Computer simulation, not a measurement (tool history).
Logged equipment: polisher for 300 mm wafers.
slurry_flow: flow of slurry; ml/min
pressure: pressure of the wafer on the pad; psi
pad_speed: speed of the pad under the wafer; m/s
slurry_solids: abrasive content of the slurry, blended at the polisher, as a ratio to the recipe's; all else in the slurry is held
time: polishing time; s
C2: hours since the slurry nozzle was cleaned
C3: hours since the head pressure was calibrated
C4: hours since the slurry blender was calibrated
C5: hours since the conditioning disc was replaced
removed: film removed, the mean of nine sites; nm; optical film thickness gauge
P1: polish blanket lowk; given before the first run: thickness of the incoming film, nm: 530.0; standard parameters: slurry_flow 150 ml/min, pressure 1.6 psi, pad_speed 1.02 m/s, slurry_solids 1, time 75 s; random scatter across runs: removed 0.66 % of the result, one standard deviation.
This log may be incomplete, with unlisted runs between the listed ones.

{"run": 1, "hour": 6.9, "slurry_flow": 150, "pressure": 1.6, "pad_speed": 1.02, "slurry_solids": 1, "time": 75, "wafers polished on this pad": 562, "C2": 463.1, "C3": 431.3, "C4": 152.8, "C5": 96.6, "removed": 28.871}
{"run": 2, "hour": 14.0, "slurry_flow": 200, "pressure": 1.6, "pad_speed": 1.02, "slurry_solids": 1, "time": 75, "wafers polished on this pad": 615, "C2": 470.2, "C3": 438.4, "C4": 159.9, "C5": 103.7, "removed": 29.792}
{"run": 3, "hour": 19.9, "slurry_flow": 150, "pressure": 1.6, "pad_speed": 1.02, "slurry_solids": 1, "time": 75, "wafers polished on this pad": 659, "C2": 476.1, "C3": 444.3, "C4": 165.8, "C5": 109.6, "removed": 28.772}
{"run": 4, "hour": 25.3, "slurry_flow": 90, "pressure": 1.6, "pad_speed": 1.02, "slurry_solids": 0.7, "time": 75, "wafers polished on this pad": 700, "C2": 481.5, "C3": 449.7, "C4": 171.2, "C5": 115, "removed": 21.384}
{"run": 5, "hour": 32.2, "slurry_flow": 150, "pressure": 2.1, "pad_speed": 1.5, "slurry_solids": 1, "time": 75, "wafers polished on this pad": 752, "C2": 488.4, "C3": 456.6, "C4": 178.1, "C5": 121.9, "removed": 50.608}
{"run": 6, "hour": 38.9, "slurry_flow": 150, "pressure": 1.6, "pad_speed": 0.46, "slurry_solids": 1, "time": 75, "wafers polished on this pad": 802, "C2": 495.1, "C3": 463.3, "C4": 184.8, "C5": 128.6, "removed": 15.136}
{"run": 7, "hour": 44.5, "slurry_flow": 110, "pressure": 1.6, "pad_speed": 1.02, "slurry_solids": 1, "time": 75, "wafers polished on this pad": 844, "C2": 500.7, "C3": 468.9, "C4": 190.4, "C5": 134.2, "removed": 26.797}
{"run": 8, "hour": 48.0, "slurry_flow": 150, "pressure": 1.6, "pad_speed": 1.02, "slurry_solids": 1, "time": 75, "wafers polished on this pad": 870, "C2": 504.2, "C3": 472.4, "C4": 193.9, "C5": 137.7, "removed": 28.715}
{"run": 9, "hour": 52.6, "slurry_flow": 150, "pressure": 0.7, "pad_speed": 1.02, "slurry_solids": 1, "time": 75, "wafers polished on this pad": 905, "C2": 508.8, "C3": 477, "C4": 198.5, "C5": 142.3, "removed": 12.416}
{"run": 10, "hour": 58.6, "slurry_flow": 150, "pressure": 1.6, "pad_speed": 1.02, "slurry_solids": 1, "time": 75, "wafers polished on this pad": 950, "C2": 514.8, "C3": 483, "C4": 204.5, "C5": 148.3, "removed": 28.536}
{"hour": 60.8, "done": "slurry blender recalibrated"}
{"run": 11, "hour": 62.7, "slurry_flow": 150, "pressure": 1.6, "pad_speed": 0.6, "slurry_solids": 1.45, "time": 75, "wafers polished on this pad": 980, "C2": 518.9, "C3": 487.1, "C4": 2, "C5": 152.4, "removed": 21.771}
{"run": 12, "hour": 69.2, "slurry_flow": 150, "pressure": 1.6, "pad_speed": 1.02, "slurry_solids": 0.55, "time": 75, "wafers polished on this pad": 1029, "C2": 525.4, "C3": 493.6, "C4": 8.5, "C5": 158.9, "removed": 20.666}
{"run": 13, "hour": 75.4, "slurry_flow": 150, "pressure": 1.6, "pad_speed": 1.02, "slurry_solids": 1, "time": 75, "wafers polished on this pad": 1076, "C2": 531.6, "C3": 499.8, "C4": 14.7, "C5": 165.1, "removed": 28.212}
{"run": 14, "hour": 79.5, "slurry_flow": 150, "pressure": 2.3, "pad_speed": 1.02, "slurry_solids": 1, "time": 75, "wafers polished on this pad": 1106, "C2": 535.7, "C3": 503.9, "C4": 18.8, "C5": 169.2, "removed": 40.46}
{"run": 15, "hour": 83.0, "slurry_flow": 150, "pressure": 1.6, "pad_speed": 1.02, "slurry_solids": 1, "time": 99, "wafers polished on this pad": 1133, "C2": 539.2, "C3": 507.4, "C4": 22.3, "C5": 172.7, "removed": 37.463}
{"run": 16, "hour": 88.1, "slurry_flow": 150, "pressure": 1.6, "pad_speed": 1.6, "slurry_solids": 1, "time": 75, "wafers polished on this pad": 1171, "C2": 544.3, "C3": 512.5, "C4": 27.4, "C5": 177.8, "removed": 40.408}
{"run": 17, "hour": 93.5, "slurry_flow": 150, "pressure": 1.6, "pad_speed": 1.02, "slurry_solids": 1.4, "time": 75, "wafers polished on this pad": 1211, "C2": 549.7, "C3": 517.9, "C4": 32.8, "C5": 183.2, "removed": 32.379}
{"run": 18, "hour": 99.2, "slurry_flow": 150, "pressure": 1.6, "pad_speed": 1.02, "slurry_solids": 1, "time": 34, "wafers polished on this pad": 1254, "C2": 555.4, "C3": 523.6, "C4": 38.5, "C5": 188.9, "removed": 12.926}
{"run": 19, "hour": 103.5, "slurry_flow": 150, "pressure": 1.6, "pad_speed": 1.02, "slurry_solids": 1, "time": 75, "wafers polished on this pad": 1286, "C2": 559.7, "C3": 527.9, "C4": 42.8, "C5": 193.2, "removed": 28.611}
{"run": 20, "hour": 109.3, "slurry_flow": 150, "pressure": 1.6, "pad_speed": 1.02, "slurry_solids": 1, "time": 75, "wafers polished on this pad": 1330, "C2": 565.5, "C3": 533.7, "C4": 48.6, "C5": 199, "removed": 28.42}
{"run": 21, "hour": 113.7, "slurry_flow": 150, "pressure": 1.6, "pad_speed": 1.02, "slurry_solids": 1, "time": 75, "wafers polished on this pad": 1363, "C2": 569.9, "C3": 538.1, "C4": 53, "C5": 203.4, "removed": 27.17}
{"run": 22, "hour": 119.5, "slurry_flow": 150, "pressure": 1.6, "pad_speed": 1.02, "slurry_solids": 1, "time": 75, "wafers polished on this pad": 1406, "C2": 575.7, "C3": 543.9, "C4": 58.8, "C5": 209.2, "removed": 25.816}
{"hour": 121.7, "done": "head pressure recalibrated"}
{"hour": 124.0, "done": "slurry nozzle cleaned"}
{"run": 23, "hour": 125.9, "slurry_flow": 150, "pressure": 1.6, "pad_speed": 1.02, "slurry_solids": 1, "time": 75, "wafers polished on this pad": 1454, "C2": 2, "C3": 4.3, "C4": 65.2, "C5": 215.6, "removed": 25.478}
{"run": 24, "hour": 129.8, "slurry_flow": 150, "pressure": 1.6, "pad_speed": 1.02, "slurry_solids": 1, "time": 75, "wafers polished on this pad": 1483, "C2": 5.9, "C3": 8.2, "C4": 69.1, "C5": 219.5, "removed": 25.137}
{"hour": 131.6, "done": "conditioning disc replaced and pad reconditioned"}
{"run": 25, "hour": 134.2, "slurry_flow": 150, "pressure": 1.6, "pad_speed": 1.02, "slurry_solids": 1, "time": 75, "wafers polished on this pad": 1516, "C2": 10.3, "C3": 12.6, "C4": 73.5, "C5": 2.6, "removed": 25.003}
{"run": 26, "hour": 139.3, "slurry_flow": 150, "pressure": 1.6, "pad_speed": 1.02, "slurry_solids": 1, "time": 75, "wafers polished on this pad": 1555, "C2": 15.4, "C3": 17.7, "C4": 78.6, "C5": 7.7, "removed": 24.927}

The log shows P1 creeping away from where it was. Any of the 2 causes listed here, at the size stated for it, fits the log just as well as the others:
A: removal rate lost through wear of the pad, % = 12.3
B: abrasive missing from the slurry, % = 23.6
Onset of the creep was near hour 109.3.
The rest of the possible causes, and what rules out each one:
slurry flow missing at the pad, %: maintenance at hour 124, after the shift began, did not return the process to its former output
head's pressure below its setpoint, %: maintenance at hour 121.7, after the shift began, did not return the process to its former output
time polished since the conditioner stopped cutting, s: maintenance at hour 131.6, after the shift began, did not return the process to its former output

Each of the check runs listed below is run on 2 wafers and reports their average, with the results left as question marks. Pick the one under which the possible causes would lead to clearly different results.
{"run": "check 1", "hour": 144.4, "slurry_flow": 150, "pressure": 1.6, "pad_speed": 1.02, "slurry_solids": 0.55, "time": 75, "removed": "?"}
{"run": "check 2", "hour": 144.4, "slurry_flow": 150, "pressure": 1.6, "pad_speed": 0.48, "slurry_solids": 1, "time": 75, "removed": "?"}
{"run": "check 3", "hour": 144.4, "slurry_flow": 150, "pressure": 1.6, "pad_speed": 1.26, "slurry_solids": 1, "time": 75, "removed": "?"}
{"run": "check 4", "hour": 144.4, "slurry_flow": 150, "pressure": 1.6, "pad_speed": 1.58, "slurry_solids": 1, "time": 75, "removed": "?"}

Outcome of each check run for each possible cause:
check=check_1 result=removed if_A=18.221 if_B=17.517
check=check_2 result=removed if_A=13.677 if_B=13.675
check=check_3 result=removed if_A=29.601 if_B=29.597
check=check_4 result=removed if_A=35.476 if_B=35.471
Gap, in per cent, between the two causes that each check separates least, read from the result that separates them most: check 1 3.94 %; check 2 0.01 %; check 3 0.01 %; check 4 0.01 %
The other checks would show nearly matching results whichever cause is true, so check 1 is the only one that separates the causes.

Check 1 was carried out, with these results: removed 17.68 nm. Which of the listed causes is responsible?

Of the candidate causes, it is B: abrasive missing from the slurry, %.

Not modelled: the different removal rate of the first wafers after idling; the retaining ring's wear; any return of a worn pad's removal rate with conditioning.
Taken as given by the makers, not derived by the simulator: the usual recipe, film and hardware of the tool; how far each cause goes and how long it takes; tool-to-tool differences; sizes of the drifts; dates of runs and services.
